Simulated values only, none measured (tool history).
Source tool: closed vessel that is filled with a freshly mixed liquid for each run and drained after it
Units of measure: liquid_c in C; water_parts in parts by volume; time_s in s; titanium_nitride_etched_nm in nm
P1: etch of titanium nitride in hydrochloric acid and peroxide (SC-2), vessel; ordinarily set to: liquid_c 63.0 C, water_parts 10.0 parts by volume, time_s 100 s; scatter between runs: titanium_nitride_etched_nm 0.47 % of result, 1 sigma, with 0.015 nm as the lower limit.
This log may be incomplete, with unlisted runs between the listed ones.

{"run": 1, "hour": 6.0, "liquid_c": 63.0, "water_parts": 10.0, "time_s": 100, "titanium_nitride_etched_nm": 4.5401}
{"run": 2, "hour": 16.4, "liquid_c": 72.0, "water_parts": 4.0, "time_s": 100, "titanium_nitride_etched_nm": 15.66}
{"run": 3, "hour": 22.1, "liquid_c": 63.0, "water_parts": 10.0, "time_s": 100, "titanium_nitride_etched_nm": 4.5039}
{"run": 4, "hour": 29.3, "liquid_c": 63.0, "water_parts": 10.0, "time_s": 100, "titanium_nitride_etched_nm": 4.5303}
{"run": 5, "hour": 41.7, "liquid_c": 48.5, "water_parts": 15.0, "time_s": 100, "titanium_nitride_etched_nm": 1.2259}
{"run": 6, "hour": 52.3, "liquid_c": 63.0, "water_parts": 10.0, "time_s": 100, "titanium_nitride_etched_nm": 4.5728}
{"run": 7, "hour": 62.4, "liquid_c": 47.0, "water_parts": 14.0, "time_s": 100, "titanium_nitride_etched_nm": 1.2107}
{"run": 8, "hour": 69.0, "liquid_c": 63.0, "water_parts": 18.5, "time_s": 100, "titanium_nitride_etched_nm": 2.6595}
{"run": 9, "hour": 77.4, "liquid_c": 47.5, "water_parts": 10.0, "time_s": 100, "titanium_nitride_etched_nm": 1.6597}
{"run": 10, "hour": 89.7, "liquid_c": 63.0, "water_parts": 10.0, "time_s": 40, "titanium_nitride_etched_nm": 1.8251}
{"run": 11, "hour": 96.1, "liquid_c": 72.0, "water_parts": 10.0, "time_s": 100, "titanium_nitride_etched_nm": 7.8289}
{"run": 12, "hour": 106.3, "liquid_c": 63.0, "water_parts": 10.0, "time_s": 190, "titanium_nitride_etched_nm": 8.673}
{"run": 13, "hour": 115.9, "liquid_c": 63.0, "water_parts": 4.5, "time_s": 100, "titanium_nitride_etched_nm": 8.4611}
{"run": 14, "hour": 122.2, "liquid_c": 63.0, "water_parts": 10.0, "time_s": 100, "titanium_nitride_etched_nm": 4.5653}
{"run": 15, "hour": 128.7, "liquid_c": 63.0, "water_parts": 10.0, "time_s": 100, "titanium_nitride_etched_nm": 4.6069}
{"run": 16, "hour": 134.0, "liquid_c": 63.0, "water_parts": 10.0, "time_s": 100, "titanium_nitride_etched_nm": 4.6606}
{"run": 17, "hour": 146.3, "liquid_c": 63.0, "water_parts": 10.0, "time_s": 100, "titanium_nitride_etched_nm": 4.845}
{"run": 18, "hour": 152.6, "liquid_c": 63.0, "water_parts": 10.0, "time_s": 100, "titanium_nitride_etched_nm": 4.8792}
{"run": 19, "hour": 158.4, "liquid_c": 63.0, "water_parts": 10.0, "time_s": 100, "titanium_nitride_etched_nm": 4.9002}
{"run": 20, "hour": 169.0, "liquid_c": 63.0, "water_parts": 10.0, "time_s": 100, "titanium_nitride_etched_nm": 4.9264}
{"run": 21, "hour": 177.7, "liquid_c": 63.0, "water_parts": 10.0, "time_s": 100, "titanium_nitride_etched_nm": 4.9821}
{"run": 22, "hour": 183.6, "liquid_c": 63.0, "water_parts": 10.0, "time_s": 100, "titanium_nitride_etched_nm": 4.9653}
{"run": 23, "hour": 195.0, "liquid_c": 63.0, "water_parts": 10.0, "time_s": 100, "titanium_nitride_etched_nm": 5.0099}
{"run": 24, "hour": 202.7, "liquid_c": 63.0, "water_parts": 10.0, "time_s": 100, "titanium_nitride_etched_nm": 4.9819}

What P1 gives has crept away from where it was. These 2 causes fit the log equally well, each at the size given:
A: chemicals flow above the setpoint (%) = 11.7
B: liquid hotter than its thermometer reads (K) = 1.49
The onset of the drift is placed at about hour 128.7.
All other causes, with the reason each is excluded:
peroxide weaker than its label (%): cannot exceed 8; that much would move titanium_nitride_etched_nm by -7.4 %, which falls short of the creep or goes against it

The list below offers 4 check runs, each averaging the results of 5 wafers, and shows each result as a question mark. For which of them would the listed causes give clearly different results?
{"run": "check 1", "hour": 210.4, "liquid_c": 48.5, "water_parts": 18.0, "time_s": 100, "titanium_nitride_etched_nm": "?"}
{"run": "check 2", "hour": 210.4, "liquid_c": 51.0, "water_parts": 5.0, "time_s": 100, "titanium_nitride_etched_nm": "?"}
{"run": "check 3", "hour": 210.4, "liquid_c": 69.5, "water_parts": 7.0, "time_s": 100, "titanium_nitride_etched_nm": "?"}
{"run": "check 4", "hour": 210.4, "liquid_c": 72.0, "water_parts": 10.0, "time_s": 180, "titanium_nitride_etched_nm": "?"}

Expected result of each check under each candidate cause:
check=check_1 result=titanium_nitride_etched_nm if_A=1.1868 if_B=1.1877
check=check_2 result=titanium_nitride_etched_nm if_A=3.9228 if_B=4.0040
check=check_3 result=titanium_nitride_etched_nm if_A=9.7998 if_B=9.8295
check=check_4 result=titanium_nitride_etched_nm if_A=15.4250 if_B=15.3550
How far apart the two closest causes lie, in the result that separates them most: check 1 0.08 %; check 2 2.05 %; check 3 0.3 %; check 4 0.46 %
Only in check 2 would the causes give clearly different results; in the remaining checks their results would be nearly the same.

Check 2 was then run and gave: titanium_nitride_etched_nm 3.9232 nm. Which cause is it?

A is the cause: chemicals flow above the setpoint (%).
